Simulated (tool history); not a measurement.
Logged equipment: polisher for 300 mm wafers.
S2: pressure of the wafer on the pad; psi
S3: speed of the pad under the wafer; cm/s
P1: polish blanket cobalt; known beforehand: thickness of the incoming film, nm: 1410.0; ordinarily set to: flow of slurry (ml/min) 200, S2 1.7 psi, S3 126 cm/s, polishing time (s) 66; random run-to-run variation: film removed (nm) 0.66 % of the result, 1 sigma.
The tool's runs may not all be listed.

{"run": 1, "hour": 15.8, "flow of slurry (ml/min)": 200, "S2": 1.7, "S3": 126, "polishing time (s)": 66, "film removed (nm)": 323.56}
{"run": 2, "hour": 32.9, "flow of slurry (ml/min)": 200, "S2": 0.8, "S3": 126, "polishing time (s)": 66, "film removed (nm)": 154.73}
{"run": 3, "hour": 48.8, "flow of slurry (ml/min)": 200, "S2": 1.7, "S3": 126, "polishing time (s)": 97, "film removed (nm)": 483.78}
{"run": 4, "hour": 61.8, "flow of slurry (ml/min)": 200, "S2": 1.7, "S3": 126, "polishing time (s)": 66, "film removed (nm)": 331.67}
{"run": 5, "hour": 78.8, "flow of slurry (ml/min)": 310, "S2": 1.7, "S3": 126, "polishing time (s)": 66, "film removed (nm)": 346.2}
{"run": 6, "hour": 93.4, "flow of slurry (ml/min)": 200, "S2": 1.7, "S3": 126, "polishing time (s)": 66, "film removed (nm)": 330.36}
{"run": 7, "hour": 110.0, "flow of slurry (ml/min)": 290, "S2": 1.7, "S3": 96, "polishing time (s)": 66, "film removed (nm)": 262.02}
{"run": 8, "hour": 118.8, "flow of slurry (ml/min)": 200, "S2": 1.7, "S3": 196, "polishing time (s)": 66, "film removed (nm)": 506.54}
{"run": 9, "hour": 133.7, "flow of slurry (ml/min)": 200, "S2": 1.7, "S3": 126, "polishing time (s)": 66, "film removed (nm)": 325.9}
{"run": 10, "hour": 142.5, "flow of slurry (ml/min)": 275, "S2": 1.7, "S3": 126, "polishing time (s)": 102, "film removed (nm)": 523.84}
{"run": 11, "hour": 158.7, "flow of slurry (ml/min)": 200, "S2": 1.7, "S3": 126, "polishing time (s)": 45, "film removed (nm)": 224.15}
{"run": 12, "hour": 175.4, "flow of slurry (ml/min)": 120, "S2": 1.7, "S3": 126, "polishing time (s)": 66, "film removed (nm)": 301.54}
{"hour": 181.7, "done": "worn pad replaced by a new one"}
{"run": 13, "hour": 188.9, "flow of slurry (ml/min)": 200, "S2": 1.7, "S3": 78, "polishing time (s)": 66, "film removed (nm)": 202.85}
{"run": 14, "hour": 199.6, "flow of slurry (ml/min)": 200, "S2": 0.8, "S3": 126, "polishing time (s)": 84, "film removed (nm)": 197.22}
{"run": 15, "hour": 214.7, "flow of slurry (ml/min)": 200, "S2": 2.4, "S3": 126, "polishing time (s)": 66, "film removed (nm)": 466.22}
{"run": 16, "hour": 230.3, "flow of slurry (ml/min)": 200, "S2": 1.7, "S3": 126, "polishing time (s)": 66, "film removed (nm)": 331.31}
{"run": 17, "hour": 240.2, "flow of slurry (ml/min)": 200, "S2": 1.7, "S3": 126, "polishing time (s)": 66, "film removed (nm)": 329.97}
{"run": 18, "hour": 250.4, "flow of slurry (ml/min)": 200, "S2": 1.7, "S3": 126, "polishing time (s)": 66, "film removed (nm)": 325.72}
{"run": 19, "hour": 266.6, "flow of slurry (ml/min)": 200, "S2": 1.7, "S3": 126, "polishing time (s)": 66, "film removed (nm)": 316.96}

Run 20, settings as shown, results not yet in. Your forecast:
{"run": 20, "hour": 280.9, "flow of slurry (ml/min)": 200, "S2": 1.7, "S3": 126, "polishing time (s)": 66, "film removed (nm)": "?"}

For run 20 the tool returned film removed (nm) 312.8.
